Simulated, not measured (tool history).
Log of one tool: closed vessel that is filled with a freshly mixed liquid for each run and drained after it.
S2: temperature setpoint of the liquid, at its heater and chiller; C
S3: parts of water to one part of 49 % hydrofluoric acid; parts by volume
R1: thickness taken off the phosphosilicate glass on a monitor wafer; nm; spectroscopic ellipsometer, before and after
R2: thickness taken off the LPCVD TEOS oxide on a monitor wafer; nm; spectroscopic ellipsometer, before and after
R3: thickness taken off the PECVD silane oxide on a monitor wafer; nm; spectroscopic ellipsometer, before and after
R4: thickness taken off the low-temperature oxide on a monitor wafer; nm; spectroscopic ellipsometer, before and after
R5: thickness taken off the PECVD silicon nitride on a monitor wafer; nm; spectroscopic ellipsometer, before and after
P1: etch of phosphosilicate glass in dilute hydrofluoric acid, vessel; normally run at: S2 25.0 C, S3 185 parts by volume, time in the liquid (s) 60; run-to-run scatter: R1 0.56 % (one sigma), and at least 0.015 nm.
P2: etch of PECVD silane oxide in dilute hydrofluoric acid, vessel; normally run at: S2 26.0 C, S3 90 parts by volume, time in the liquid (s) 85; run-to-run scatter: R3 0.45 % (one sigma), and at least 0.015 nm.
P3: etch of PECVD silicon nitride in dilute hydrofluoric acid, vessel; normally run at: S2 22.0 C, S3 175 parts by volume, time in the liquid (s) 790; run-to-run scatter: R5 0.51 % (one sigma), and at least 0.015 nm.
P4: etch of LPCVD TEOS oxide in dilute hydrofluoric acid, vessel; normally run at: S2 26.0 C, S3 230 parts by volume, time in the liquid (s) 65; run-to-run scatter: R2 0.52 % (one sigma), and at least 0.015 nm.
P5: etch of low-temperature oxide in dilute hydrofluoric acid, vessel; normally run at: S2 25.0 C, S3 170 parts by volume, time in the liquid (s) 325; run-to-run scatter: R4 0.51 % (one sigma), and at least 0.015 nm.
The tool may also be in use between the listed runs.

{"run": 1, "day": 0.238, "process that ran": "P1", "S2": 25.0, "S3": 185, "time in the liquid (s)": 60, "R1": 53.732}
{"run": 2, "day": 0.462, "process that ran": "P1", "S2": 25.0, "S3": 50, "time in the liquid (s)": 60, "R1": 233.72}
{"run": 3, "day": 0.792, "process that ran": "P1", "S2": 25.0, "S3": 185, "time in the liquid (s)": 60, "R1": 53.882}
{"run": 4, "day": 1.112, "process that ran": "P4", "S2": 18.0, "S3": 230, "time in the liquid (s)": 65, "R2": 10.859}
{"run": 5, "day": 1.4, "process that ran": "P1", "S2": 25.0, "S3": 185, "time in the liquid (s)": 100, "R1": 89.267}
{"run": 6, "day": 1.621, "process that ran": "P2", "S2": 21.5, "S3": 90, "time in the liquid (s)": 85, "R3": 28.945}
{"run": 7, "day": 1.896, "process that ran": "P4", "S2": 26.0, "S3": 230, "time in the liquid (s)": 65, "R2": 14.475}
{"run": 8, "day": 2.162, "process that ran": "P5", "S2": 18.5, "S3": 170, "time in the liquid (s)": 325, "R4": 17.23}
{"run": 9, "day": 2.388, "process that ran": "P2", "S2": 26.0, "S3": 90, "time in the liquid (s)": 45, "R3": 18.32}
{"run": 10, "day": 2.712, "process that ran": "P5", "S2": 25.0, "S3": 90, "time in the liquid (s)": 325, "R4": 46.077}
{"run": 11, "day": 2.862, "process that ran": "P2", "S2": 26.0, "S3": 30, "time in the liquid (s)": 85, "R3": 111.98}
{"run": 12, "day": 3.004, "process that ran": "P1", "S2": 25.0, "S3": 185, "time in the liquid (s)": 60, "R1": 53.942}
{"run": 13, "day": 3.279, "process that ran": "P1", "S2": 17.0, "S3": 120, "time in the liquid (s)": 60, "R1": 65.132}
{"run": 14, "day": 3.479, "process that ran": "P1", "S2": 17.0, "S3": 185, "time in the liquid (s)": 60, "R1": 39.088}
{"run": 15, "day": 3.771, "process that ran": "P1", "S2": 25.0, "S3": 185, "time in the liquid (s)": 30, "R1": 26.936}
{"run": 16, "day": 3.962, "process that ran": "P3", "S2": 22.0, "S3": 175, "time in the liquid (s)": 1155, "R5": 11.963}
{"run": 17, "day": 4.183, "process that ran": "P1", "S2": 25.0, "S3": 335, "time in the liquid (s)": 60, "R1": 25.16}
{"run": 18, "day": 4.442, "process that ran": "P4", "S2": 26.0, "S3": 330, "time in the liquid (s)": 65, "R2": 9.2175}
{"run": 19, "day": 4.633, "process that ran": "P2", "S2": 26.0, "S3": 90, "time in the liquid (s)": 85, "R3": 34.444}
{"run": 20, "day": 4.792, "process that ran": "P1", "S2": 18.0, "S3": 310, "time in the liquid (s)": 60, "R1": 21.892}
{"run": 21, "day": 4.938, "process that ran": "P1", "S2": 25.0, "S3": 185, "time in the liquid (s)": 60, "R1": 53.579}
{"run": 22, "day": 5.238, "process that ran": "P3", "S2": 22.0, "S3": 175, "time in the liquid (s)": 790, "R5": 8.1732}
{"run": 23, "day": 5.55, "process that ran": "P3", "S2": 30.5, "S3": 175, "time in the liquid (s)": 790, "R5": 14.001}
{"run": 24, "day": 5.717, "process that ran": "P5", "S2": 25.0, "S3": 170, "time in the liquid (s)": 325, "R4": 22.319}
{"run": 25, "day": 6.029, "process that ran": "P4", "S2": 26.0, "S3": 230, "time in the liquid (s)": 65, "R2": 14.426}
{"run": 26, "day": 6.179, "process that ran": "P4", "S2": 26.0, "S3": 230, "time in the liquid (s)": 120, "R2": 27.141}
{"run": 27, "day": 6.35, "process that ran": "P5", "S2": 25.0, "S3": 170, "time in the liquid (s)": 600, "R4": 40.818}
{"run": 28, "day": 6.658, "process that ran": "P1", "S2": 31.0, "S3": 185, "time in the liquid (s)": 60, "R1": 66.021}
{"run": 29, "day": 6.875, "process that ran": "P1", "S2": 25.0, "S3": 185, "time in the liquid (s)": 60, "R1": 53.751}
{"run": 30, "day": 7.179, "process that ran": "P3", "S2": 22.0, "S3": 175, "time in the liquid (s)": 790, "R5": 8.1261}
{"run": 31, "day": 7.425, "process that ran": "P3", "S2": 22.0, "S3": 70, "time in the liquid (s)": 790, "R5": 20.019}
{"run": 32, "day": 7.708, "process that ran": "P1", "S2": 25.0, "S3": 185, "time in the liquid (s)": 60, "R1": 53.482}
{"run": 33, "day": 7.933, "process that ran": "P1", "S2": 25.0, "S3": 185, "time in the liquid (s)": 60, "R1": 52.508}
{"run": 34, "day": 8.146, "process that ran": "P1", "S2": 25.0, "S3": 185, "time in the liquid (s)": 60, "R1": 51.748}
{"run": 35, "day": 8.325, "process that ran": "P1", "S2": 25.0, "S3": 185, "time in the liquid (s)": 60, "R1": 51.403}
{"run": 36, "day": 8.633, "process that ran": "P1", "S2": 25.0, "S3": 185, "time in the liquid (s)": 60, "R1": 50.009}
{"run": 37, "day": 8.862, "process that ran": "P1", "S2": 25.0, "S3": 185, "time in the liquid (s)": 60, "R1": 50.473}
{"run": 38, "day": 9.071, "process that ran": "P1", "S2": 25.0, "S3": 185, "time in the liquid (s)": 60, "R1": 49.953}
{"run": 39, "day": 9.308, "process that ran": "P1", "S2": 25.0, "S3": 185, "time in the liquid (s)": 60, "R1": 50.198}
{"run": 40, "day": 9.625, "process that ran": "P1", "S2": 25.0, "S3": 185, "time in the liquid (s)": 60, "R1": 49.804}
{"run": 41, "day": 9.854, "process that ran": "P1", "S2": 25.0, "S3": 185, "time in the liquid (s)": 60, "R1": 50.153}

What P1 gives has crept away from where it was. These 2 causes fit the log equally well, each at the size given:
A: liquid colder than its thermometer reads (K) = 1.86
B: hydrofluoric acid flow below the setpoint (%) = 5.54
The creep began at about day 7.708.

4 check runs are offered, one wafer each, their results left as question marks. Which one tells the causes apart?
{"run": "check 1", "day": 10.083, "process that ran": "P3", "S2": 22.0, "S3": 175, "time in the liquid (s)": 790, "R5": "?"}
{"run": "check 2", "day": 10.083, "process that ran": "P4", "S2": 26.0, "S3": 230, "time in the liquid (s)": 65, "R2": "?"}
{"run": "check 3", "day": 10.083, "process that ran": "P2", "S2": 26.0, "S3": 90, "time in the liquid (s)": 85, "R3": "?"}
{"run": "check 4", "day": 10.083, "process that ran": "P5", "S2": 25.0, "S3": 170, "time in the liquid (s)": 325, "R4": "?"}

What each check would give under each cause:
check=check_1 result=R5 if_A=7.2693 if_B=7.7658
check=check_2 result=R2 if_A=13.6400 if_B=13.5720
check=check_3 result=R3 if_A=32.140 if_B=32.452
check=check_4 result=R4 if_A=20.655 if_B=20.692
How far apart the two closest causes lie, in the result that separates them most: check 1 6.61 %; check 2 0.5 %; check 3 0.96 %; check 4 0.18 %
Only check 1 tells the causes apart: in the others they would give nearly the same result.

Check 1 was then run and gave: R5 7.2995 nm. Which cause is it?

It is A: liquid colder than its thermometer reads (K).

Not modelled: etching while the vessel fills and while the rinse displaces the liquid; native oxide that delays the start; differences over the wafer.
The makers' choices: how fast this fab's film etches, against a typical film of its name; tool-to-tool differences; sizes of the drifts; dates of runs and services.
